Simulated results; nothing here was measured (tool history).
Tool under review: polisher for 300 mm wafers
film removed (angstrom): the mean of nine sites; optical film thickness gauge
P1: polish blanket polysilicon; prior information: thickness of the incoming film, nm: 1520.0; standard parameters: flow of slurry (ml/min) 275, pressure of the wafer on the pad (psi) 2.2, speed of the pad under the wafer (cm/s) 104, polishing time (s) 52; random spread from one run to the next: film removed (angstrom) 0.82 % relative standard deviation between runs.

run    day  flow of slurry (ml/min)  pressure of the wafer on the pad (psi)  speed of the pad under the wafer (cm/s)  polishing time (s)  wafers polished on this pad  hours since the slurry nozzle was cleaned  hours since the head pressure was calibrated  film removed (angstrom)
  1  0.192                      275                                     2.2                                      104                  52                          439                                      420.2                                         393.6                   3157.5
  2  0.325                      275                                     2.2                                      138                  52                          484                                      423.4                                         396.8                   4287.7
     0.371  -- worn pad replaced by a new one
  3  0.417                      275                                     1.0                                      104                  52                           15                                      425.6                                         399.0                   1430.9
  4  0.583                      275                                     2.2                                      104                  52                           70                                      429.6                                         403.0                   3143.7
  5  0.775                      275                                     2.2                                      104                  77                          133                                      434.2                                         407.6                   4701.6
  6  0.867                      275                                     2.2                                      104                  26                          164                                      436.4                                         409.8                   1600.5
  7  1.062                      275                                     3.3                                      104                  52                          229                                      441.1                                         414.5                   4751.8
  8  1.221                      275                                     2.2                                      104                  52                          281                                      444.9                                         418.3                   3150.7
  9  1.367                      275                                     2.2                                      104                  52                          329                                      448.4                                         421.8                   3177.0
 10  1.546                      165                                     2.2                                      104                  52                          389                                      452.7                                         426.1                   2978.0
 11  1.721                      275                                     2.2                                      104                  52                          447                                      456.9                                         430.3                   3211.7
 12  1.862                      275                                     2.2                                      104                  52                          494                                      460.3                                         433.7                   3218.2
 13  1.967                      390                                     2.2                                      104                  52                          528                                      462.8                                         436.2                   3250.4
 14  2.121                      275                                     2.2                                       46                  52                          579                                      466.5                                         439.9                   1401.1
 15  2.217                      275                                     2.2                                       48                  78                          611                                      468.8                                         442.2                   2185.4
 16  2.383                      275                                     2.2                                      104                  52                          666                                      472.8                                         446.2                   3119.1
 17  2.550                      275                                     2.2                                      104                  52                          721                                      476.8                                         450.2                   3109.9
 18  2.746                      275                                     2.2                                      104                  52                          786                                      481.5                                         454.9                   3108.5
 19  2.938                      275                                     2.2                                      104                  52                          850                                      486.1                                         459.5                   3116.9

Run 20 comes next. What will it give?
 20  3.079                      275                                     2.2                                      104                  52                          897                                      489.5                                         462.9                        ?

{"run 20": {"film removed (angstrom)": 3029.4}}
